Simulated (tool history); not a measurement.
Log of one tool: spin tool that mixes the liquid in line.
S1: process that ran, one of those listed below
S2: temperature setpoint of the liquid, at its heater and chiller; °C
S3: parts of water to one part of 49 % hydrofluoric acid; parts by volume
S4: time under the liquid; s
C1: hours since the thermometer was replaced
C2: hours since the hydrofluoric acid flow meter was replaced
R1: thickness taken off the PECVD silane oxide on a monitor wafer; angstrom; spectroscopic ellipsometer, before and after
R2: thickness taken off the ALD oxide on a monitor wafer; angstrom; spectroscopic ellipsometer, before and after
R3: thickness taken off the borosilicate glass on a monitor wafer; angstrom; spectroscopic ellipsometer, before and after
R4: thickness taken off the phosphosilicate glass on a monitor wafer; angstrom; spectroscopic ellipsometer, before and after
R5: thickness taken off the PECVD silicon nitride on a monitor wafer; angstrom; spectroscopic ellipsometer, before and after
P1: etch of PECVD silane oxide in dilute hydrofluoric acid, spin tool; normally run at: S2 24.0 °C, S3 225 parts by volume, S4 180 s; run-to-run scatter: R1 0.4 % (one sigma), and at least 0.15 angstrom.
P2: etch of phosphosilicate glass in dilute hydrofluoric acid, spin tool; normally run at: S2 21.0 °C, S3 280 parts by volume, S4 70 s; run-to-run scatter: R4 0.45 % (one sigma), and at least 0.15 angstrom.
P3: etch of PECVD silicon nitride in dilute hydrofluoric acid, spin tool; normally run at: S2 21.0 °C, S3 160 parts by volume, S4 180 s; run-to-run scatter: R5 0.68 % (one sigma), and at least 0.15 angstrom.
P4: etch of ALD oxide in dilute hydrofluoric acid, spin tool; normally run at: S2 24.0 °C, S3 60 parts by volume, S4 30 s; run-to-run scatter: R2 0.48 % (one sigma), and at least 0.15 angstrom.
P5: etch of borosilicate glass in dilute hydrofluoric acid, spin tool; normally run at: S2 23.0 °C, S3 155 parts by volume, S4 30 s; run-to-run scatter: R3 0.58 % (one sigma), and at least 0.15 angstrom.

Run 1, hour 12.0: S1 P1, S2 24.0 °C, S3 225 parts by volume, S4 180 s; C1 877.0; C2 368.5. Result: R1 249.85 angstrom.
Run 2, hour 22.5: S1 P4, S2 24.0 °C, S3 60 parts by volume, S4 30 s; C1 887.5; C2 379.0. Result: R2 107.120 angstrom.
Run 3, hour 32.2: S1 P5, S2 23.0 °C, S3 155 parts by volume, S4 30 s; C1 897.2; C2 388.7. Result: R3 59.393 angstrom.
Run 4, hour 40.2: S1 P2, S2 17.0 °C, S3 280 parts by volume, S4 70 s; C1 905.2; C2 396.7. Result: R4 269.02 angstrom.
Run 5, hour 53.0: S1 P1, S2 24.0 °C, S3 225 parts by volume, S4 180 s; C1 918.0; C2 409.5. Result: R1 250.17 angstrom.
Run 6, hour 59.9: S1 P4, S2 24.0 °C, S3 100 parts by volume, S4 30 s; C1 924.9; C2 416.4. Result: R2 61.046 angstrom.
Run 7, hour 69.9: S1 P1, S2 24.0 °C, S3 345 parts by volume, S4 180 s; C1 934.9; C2 426.4. Result: R1 145.26 angstrom.
Run 8, hour 78.6: S1 P1, S2 24.0 °C, S3 50 parts by volume, S4 180 s; C1 943.6; C2 435.1. Result: R1 1384.10 angstrom.
Run 9, hour 89.9: S1 P3, S2 21.0 °C, S3 160 parts by volume, S4 55 s; C1 954.9; C2 446.4. Result: R5 11.784 angstrom.
Run 10, hour 96.9: S1 P1, S2 19.0 °C, S3 225 parts by volume, S4 180 s; C1 961.9; C2 453.4. Result: R1 208.50 angstrom.
Run 11, hour 107.1: S1 P2, S2 21.0 °C, S3 280 parts by volume, S4 135 s; C1 972.1; C2 463.6. Result: R4 601.72 angstrom.
Run 12, hour 120.0: S1 P1, S2 24.0 °C, S3 225 parts by volume, S4 15 s; C1 985.0; C2 476.5. Result: R1 20.88 angstrom.
Run 13, hour 131.9: S1 P3, S2 21.0 °C, S3 85 parts by volume, S4 180 s; C1 996.9; C2 488.4. Result: R5 72.223 angstrom.
Run 14, hour 142.8: S1 P1, S2 24.0 °C, S3 225 parts by volume, S4 180 s; C1 1007.8; C2 499.3. Result: R1 250.52 angstrom.
Run 15, hour 153.3: S1 P5, S2 31.5 °C, S3 155 parts by volume, S4 30 s; C1 1018.3; C2 509.8. Result: R3 81.461 angstrom.
Run 16, hour 163.7: S1 P1, S2 28.0 °C, S3 225 parts by volume, S4 180 s; C1 1028.7; C2 520.2. Result: R1 287.96 angstrom.
Run 17, hour 170.5: S1 P1, S2 24.0 °C, S3 225 parts by volume, S4 285 s; C1 1035.5; C2 527.0. Result: R1 398.65 angstrom.
Run 18, hour 179.6: S1 P1, S2 29.5 °C, S3 350 parts by volume, S4 180 s; C1 1044.6; C2 536.1. Result: R1 169.16 angstrom.
Run 19, hour 190.2: S1 P4, S2 24.0 °C, S3 60 parts by volume, S4 30 s; C1 1055.2; C2 546.7. Result: R2 106.760 angstrom.
Run 20, hour 197.6: S1 P2, S2 21.0 °C, S3 280 parts by volume, S4 70 s; C1 1062.6; C2 554.1. Result: R4 315.95 angstrom.
Run 21, hour 208.3: S1 P5, S2 23.0 °C, S3 225 parts by volume, S4 30 s; C1 1073.3; C2 564.8. Result: R3 37.826 angstrom.
Run 22, hour 215.1: S1 P5, S2 23.0 °C, S3 155 parts by volume, S4 15 s; C1 1080.1; C2 571.6. Result: R3 29.690 angstrom.
Run 23, hour 225.3: S1 P4, S2 31.5 °C, S3 60 parts by volume, S4 30 s; C1 1090.3; C2 581.8. Result: R2 145.090 angstrom.
Run 24, hour 234.2: S1 P4, S2 24.0 °C, S3 60 parts by volume, S4 15 s; C1 1099.2; C2 590.7. Result: R2 53.771 angstrom.
Run 25, hour 242.3: S1 P2, S2 21.0 °C, S3 440 parts by volume, S4 70 s; C1 1107.3; C2 598.8. Result: R4 173.58 angstrom.
Run 26, hour 254.1: S1 P3, S2 28.0 °C, S3 160 parts by volume, S4 180 s; C1 1119.1; C2 610.6. Result: R5 60.258 angstrom.
Run 27, hour 266.1: S1 P3, S2 21.0 °C, S3 160 parts by volume, S4 180 s; C1 1131.1; C2 622.6. Result: R5 38.461 angstrom.
Run 28, hour 272.8: S1 P1, S2 24.0 °C, S3 225 parts by volume, S4 180 s; C1 1137.8; C2 629.3. Result: R1 249.29 angstrom.
Run 29, hour 283.0: S1 P1, S2 24.0 °C, S3 225 parts by volume, S4 180 s; C1 1148.0; C2 639.5. Result: R1 250.22 angstrom.
Run 30, hour 294.7: S1 P1, S2 24.0 °C, S3 225 parts by volume, S4 180 s; C1 1159.7; C2 651.2. Result: R1 244.12 angstrom.
Run 31, hour 302.0: S1 P1, S2 24.0 °C, S3 225 parts by volume, S4 180 s; C1 1167.0; C2 658.5. Result: R1 239.82 angstrom.
Run 32, hour 312.3: S1 P1, S2 24.0 °C, S3 225 parts by volume, S4 180 s; C1 1177.3; C2 668.8. Result: R1 236.83 angstrom.
Run 33, hour 322.3: S1 P1, S2 24.0 °C, S3 225 parts by volume, S4 180 s; C1 1187.3; C2 678.8. Result: R1 235.38 angstrom.
Run 34, hour 331.3: S1 P1, S2 24.0 °C, S3 225 parts by volume, S4 180 s; C1 1196.3; C2 687.8. Result: R1 236.61 angstrom.
Run 35, hour 338.1: S1 P1, S2 24.0 °C, S3 225 parts by volume, S4 180 s; C1 1203.1; C2 694.6. Result: R1 235.77 angstrom.
Run 36, hour 345.0: S1 P1, S2 24.0 °C, S3 225 parts by volume, S4 180 s; C1 1210.0; C2 701.5. Result: R1 235.53 angstrom.
Run 37, hour 351.0: S1 P1, S2 24.0 °C, S3 225 parts by volume, S4 180 s; C1 1216.0; C2 707.5. Result: R1 235.41 angstrom.

What P1 gives has crept away from where it was. These 2 causes fit the log equally well, each at the size given:
A: hydrofluoric acid flow below the setpoint (%) = 5.15
B: liquid colder than its thermometer reads (K) = 1.79
The creep began at about hour 283.0.

4 check runs are offered, each on 2 wafers whose results are averaged, their results left as question marks. Which one tells the causes apart?
Run check 1, hour 357.0: S1 P2, S2 17.5 °C, S3 280 parts by volume, S4 105 s. Result: R4 ?.
Run check 2, hour 357.0: S1 P4, S2 31.0 °C, S3 95 parts by volume, S4 30 s. Result: R2 ?.
Run check 3, hour 357.0: S1 P5, S2 30.5 °C, S3 210 parts by volume, S4 30 s. Result: R3 ?.
Run check 4, hour 357.0: S1 P3, S2 21.0 °C, S3 160 parts by volume, S4 85 s. Result: R5 ?.

What each check would give under each cause:
  check  result    if A    if B
check 1      R4  385.91  384.77
check 2      R2  79.679  79.127
check 3      R3  50.655  50.912
check 4      R5  17.181  16.062
How far apart the two closest causes lie, in the result that separates them most: check 1 0.3 %; check 2 0.7 %; check 3 0.51 %; check 4 6.73 %
Check 4 tells the causes apart: in the others they would give nearly the same result.

Check 4 was then run and gave: R5 16.200 angstrom. Which cause is it?

It is B: liquid colder than its thermometer reads (K).

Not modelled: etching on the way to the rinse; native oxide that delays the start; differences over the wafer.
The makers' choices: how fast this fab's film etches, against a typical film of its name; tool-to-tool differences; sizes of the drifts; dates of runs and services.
